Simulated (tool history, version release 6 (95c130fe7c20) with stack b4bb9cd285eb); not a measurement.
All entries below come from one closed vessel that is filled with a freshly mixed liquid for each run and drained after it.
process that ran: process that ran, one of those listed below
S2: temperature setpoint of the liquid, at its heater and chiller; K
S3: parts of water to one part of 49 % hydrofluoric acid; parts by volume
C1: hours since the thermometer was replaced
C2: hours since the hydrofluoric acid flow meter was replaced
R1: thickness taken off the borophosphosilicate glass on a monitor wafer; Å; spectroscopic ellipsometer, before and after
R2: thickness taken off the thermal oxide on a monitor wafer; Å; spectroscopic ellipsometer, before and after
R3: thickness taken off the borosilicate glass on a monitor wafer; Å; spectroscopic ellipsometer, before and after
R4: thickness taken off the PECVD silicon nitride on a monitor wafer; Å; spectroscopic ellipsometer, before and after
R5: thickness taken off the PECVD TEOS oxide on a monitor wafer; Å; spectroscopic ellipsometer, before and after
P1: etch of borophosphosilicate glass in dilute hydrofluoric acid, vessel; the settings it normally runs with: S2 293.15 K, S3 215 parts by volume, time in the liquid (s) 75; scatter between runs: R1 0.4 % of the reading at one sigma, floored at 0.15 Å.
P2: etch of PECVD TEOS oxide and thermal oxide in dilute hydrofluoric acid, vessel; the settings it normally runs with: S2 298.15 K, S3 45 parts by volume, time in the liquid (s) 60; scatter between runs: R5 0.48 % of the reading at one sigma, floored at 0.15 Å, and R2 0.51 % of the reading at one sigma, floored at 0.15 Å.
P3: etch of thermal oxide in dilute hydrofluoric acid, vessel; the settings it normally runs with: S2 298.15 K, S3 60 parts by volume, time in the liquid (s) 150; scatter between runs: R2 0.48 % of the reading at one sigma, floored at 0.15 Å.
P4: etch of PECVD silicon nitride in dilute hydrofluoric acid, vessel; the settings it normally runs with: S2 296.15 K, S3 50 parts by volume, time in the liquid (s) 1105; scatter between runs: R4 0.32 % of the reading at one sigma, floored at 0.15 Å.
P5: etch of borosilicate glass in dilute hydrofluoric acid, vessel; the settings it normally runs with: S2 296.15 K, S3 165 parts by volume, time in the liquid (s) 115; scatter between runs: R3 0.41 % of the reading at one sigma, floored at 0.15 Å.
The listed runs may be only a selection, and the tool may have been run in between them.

{"run": 1, "hour": 4.8, "process that ran": "P1", "S2": 293.15, "S3": 215, "time in the liquid (s)": 75, "C1": 1455.1, "C2": 792.3, "R1": 169.47}
{"run": 2, "hour": 7.6, "process that ran": "P3", "S2": 298.15, "S3": 60, "time in the liquid (s)": 150, "C1": 1457.9, "C2": 795.1, "R2": 128.87}
{"run": 3, "hour": 12.0, "process that ran": "P1", "S2": 297.65, "S3": 215, "time in the liquid (s)": 75, "C1": 1462.3, "C2": 799.5, "R1": 200.56}
{"run": 4, "hour": 16.3, "process that ran": "P5", "S2": 296.15, "S3": 165, "time in the liquid (s)": 115, "C1": 1466.6, "C2": 803.8, "R3": 200.39}
{"run": 5, "hour": 19.3, "process that ran": "P1", "S2": 293.15, "S3": 385, "time in the liquid (s)": 75, "C1": 1469.6, "C2": 806.8, "R1": 80.298}
{"run": 6, "hour": 24.2, "process that ran": "P3", "S2": 298.15, "S3": 25, "time in the liquid (s)": 150, "C1": 1474.5, "C2": 811.7, "R2": 327.12}
{"run": 7, "hour": 28.7, "process that ran": "P1", "S2": 290.15, "S3": 215, "time in the liquid (s)": 75, "C1": 1479.0, "C2": 816.2, "R1": 150.34}
{"run": 8, "hour": 34.0, "process that ran": "P4", "S2": 296.15, "S3": 90, "time in the liquid (s)": 1105, "C1": 1484.3, "C2": 821.5, "R4": 321.17}
{"run": 9, "hour": 37.6, "process that ran": "P1", "S2": 293.15, "S3": 215, "time in the liquid (s)": 75, "C1": 1487.9, "C2": 825.1, "R1": 168.06}
{"run": 10, "hour": 42.9, "process that ran": "P2", "S2": 298.15, "S3": 45, "time in the liquid (s)": 60, "C1": 1493.2, "C2": 830.4, "R2": 67.497, "R5": 190.29}
{"run": 11, "hour": 47.9, "process that ran": "P5", "S2": 296.15, "S3": 270, "time in the liquid (s)": 115, "C1": 1498.2, "C2": 835.4, "R3": 110.14}
{"run": 12, "hour": 51.3, "process that ran": "P1", "S2": 293.15, "S3": 215, "time in the liquid (s)": 75, "C1": 1501.6, "C2": 838.8, "R1": 167.82}
{"run": 13, "hour": 56.0, "process that ran": "P4", "S2": 296.15, "S3": 50, "time in the liquid (s)": 1105, "C1": 1506.3, "C2": 843.5, "R4": 569.07}
{"run": 14, "hour": 59.1, "process that ran": "P5", "S2": 296.15, "S3": 165, "time in the liquid (s)": 45, "C1": 1509.4, "C2": 846.6, "R3": 78.649}
{"run": 15, "hour": 61.7, "process that ran": "P1", "S2": 293.15, "S3": 215, "time in the liquid (s)": 75, "C1": 1512.0, "C2": 849.2, "R1": 169.58}
{"run": 16, "hour": 66.7, "process that ran": "P3", "S2": 298.15, "S3": 60, "time in the liquid (s)": 150, "C1": 1517.0, "C2": 854.2, "R2": 128.77}
{"run": 17, "hour": 72.0, "process that ran": "P1", "S2": 293.15, "S3": 215, "time in the liquid (s)": 75, "C1": 1522.3, "C2": 859.5, "R1": 166.9}
{"run": 18, "hour": 77.0, "process that ran": "P1", "S2": 293.15, "S3": 215, "time in the liquid (s)": 75, "C1": 1527.3, "C2": 864.5, "R1": 168.3}
{"run": 19, "hour": 79.4, "process that ran": "P1", "S2": 300.65, "S3": 290, "time in the liquid (s)": 75, "C1": 1529.7, "C2": 866.9, "R1": 152.3}
{"run": 20, "hour": 84.1, "process that ran": "P1", "S2": 293.15, "S3": 65, "time in the liquid (s)": 75, "C1": 1534.4, "C2": 871.6, "R1": 654.22}
{"run": 21, "hour": 87.0, "process that ran": "P2", "S2": 298.15, "S3": 20, "time in the liquid (s)": 60, "C1": 1537.3, "C2": 874.5, "R2": 157.0, "R5": 446.54}
{"run": 22, "hour": 92.2, "process that ran": "P1", "S2": 300.65, "S3": 390, "time in the liquid (s)": 75, "C1": 1542.5, "C2": 879.7, "R1": 101.89}
{"run": 23, "hour": 95.9, "process that ran": "P2", "S2": 298.15, "S3": 45, "time in the liquid (s)": 30, "C1": 1546.2, "C2": 883.4, "R2": 33.952, "R5": 94.801}
{"run": 24, "hour": 98.7, "process that ran": "P3", "S2": 298.15, "S3": 60, "time in the liquid (s)": 30, "C1": 1549.0, "C2": 886.2, "R2": 25.651}
{"run": 25, "hour": 102.4, "process that ran": "P1", "S2": 293.15, "S3": 215, "time in the liquid (s)": 30, "C1": 1552.7, "C2": 889.9, "R1": 67.545}
{"run": 26, "hour": 106.4, "process that ran": "P1", "S2": 293.15, "S3": 380, "time in the liquid (s)": 35, "C1": 1556.7, "C2": 893.9, "R1": 38.113}
{"run": 27, "hour": 109.4, "process that ran": "P3", "S2": 290.15, "S3": 60, "time in the liquid (s)": 150, "C1": 1559.7, "C2": 896.9, "R2": 92.961}
{"run": 28, "hour": 111.9, "process that ran": "P2", "S2": 305.15, "S3": 45, "time in the liquid (s)": 60, "C1": 1562.2, "C2": 899.4, "R2": 89.756, "R5": 251.2}
{"run": 29, "hour": 116.9, "process that ran": "P4", "S2": 296.15, "S3": 50, "time in the liquid (s)": 2190, "C1": 1567.2, "C2": 904.4, "R4": 1126.8}
{"run": 30, "hour": 120.9, "process that ran": "P4", "S2": 290.15, "S3": 50, "time in the liquid (s)": 1105, "C1": 1571.2, "C2": 908.4, "R4": 376.87}
{"run": 31, "hour": 125.5, "process that ran": "P1", "S2": 293.15, "S3": 215, "time in the liquid (s)": 75, "C1": 1575.8, "C2": 913.0, "R1": 169.4}
{"run": 32, "hour": 129.9, "process that ran": "P1", "S2": 293.15, "S3": 215, "time in the liquid (s)": 145, "C1": 1580.2, "C2": 917.4, "R1": 327.46}
{"run": 33, "hour": 133.5, "process that ran": "P5", "S2": 301.15, "S3": 165, "time in the liquid (s)": 115, "C1": 1583.8, "C2": 921.0, "R3": 240.78}
{"run": 34, "hour": 137.8, "process that ran": "P1", "S2": 293.15, "S3": 215, "time in the liquid (s)": 75, "C1": 1588.1, "C2": 925.3, "R1": 168.15}
{"run": 35, "hour": 142.7, "process that ran": "P1", "S2": 293.15, "S3": 215, "time in the liquid (s)": 75, "C1": 1593.0, "C2": 930.2, "R1": 177.03}
{"run": 36, "hour": 147.1, "process that ran": "P1", "S2": 293.15, "S3": 215, "time in the liquid (s)": 75, "C1": 1597.4, "C2": 934.6, "R1": 179.8}
{"run": 37, "hour": 150.4, "process that ran": "P1", "S2": 293.15, "S3": 215, "time in the liquid (s)": 75, "C1": 1600.7, "C2": 937.9, "R1": 181.77}
{"run": 38, "hour": 155.8, "process that ran": "P1", "S2": 293.15, "S3": 215, "time in the liquid (s)": 75, "C1": 1606.1, "C2": 943.3, "R1": 181.11}
{"run": 39, "hour": 161.1, "process that ran": "P1", "S2": 293.15, "S3": 215, "time in the liquid (s)": 75, "C1": 1611.4, "C2": 948.6, "R1": 181.8}
{"run": 40, "hour": 166.0, "process that ran": "P1", "S2": 293.15, "S3": 215, "time in the liquid (s)": 75, "C1": 1616.3, "C2": 953.5, "R1": 181.96}

What P1 gives has crept off from where it sat before. The 2 causes that follow fit the log equally well, each at the size noted:
A: liquid hotter than its thermometer reads (K) = 2.04
B: hydrofluoric acid flow above the setpoint (%) = 6.62
The creep began at about hour 137.8.

The check runs listed below each take one wafer, and their results are still question marks. Under which run would the listed causes lead to clearly different results?
{"run": "check 1", "hour": 170.9, "process that ran": "P4", "S2": 291.65, "S3": 80, "time in the liquid (s)": 1105, "R4": "?"}
{"run": "check 2", "hour": 170.9, "process that ran": "P3", "S2": 293.15, "S3": 60, "time in the liquid (s)": 30, "R2": "?"}
{"run": "check 3", "hour": 170.9, "process that ran": "P5", "S2": 296.15, "S3": 250, "time in the liquid (s)": 75, "R3": "?"}
{"run": "check 4", "hour": 170.9, "process that ran": "P2", "S2": 305.15, "S3": 45, "time in the liquid (s)": 40, "R2": "?", "R5": "?"}

What each check would give under each cause:
check=check_1 result=R4 if_A=304.10 if_B=281.24
check=check_2 result=R2 if_A=22.883 if_B=22.504
check=check_3 result=R3 if_A=85.241 if_B=85.813
check=check_4 result=R2 if_A=64.436 if_B=63.795
check=check_4 result=R5 if_A=181.070 if_B=179.270
How far apart the two closest causes lie, in the result that separates them most: check 1 7.81 %; check 2 1.67 %; check 3 0.67 %; check 4 1 %
Check 1 distinguishes between the causes, while the remaining checks would return nearly the same result for all of them.

Check 1 was then run and gave: R4 280.98 Å. Which cause is it?

Of the candidate causes, it is B: hydrofluoric acid flow above the setpoint (%).
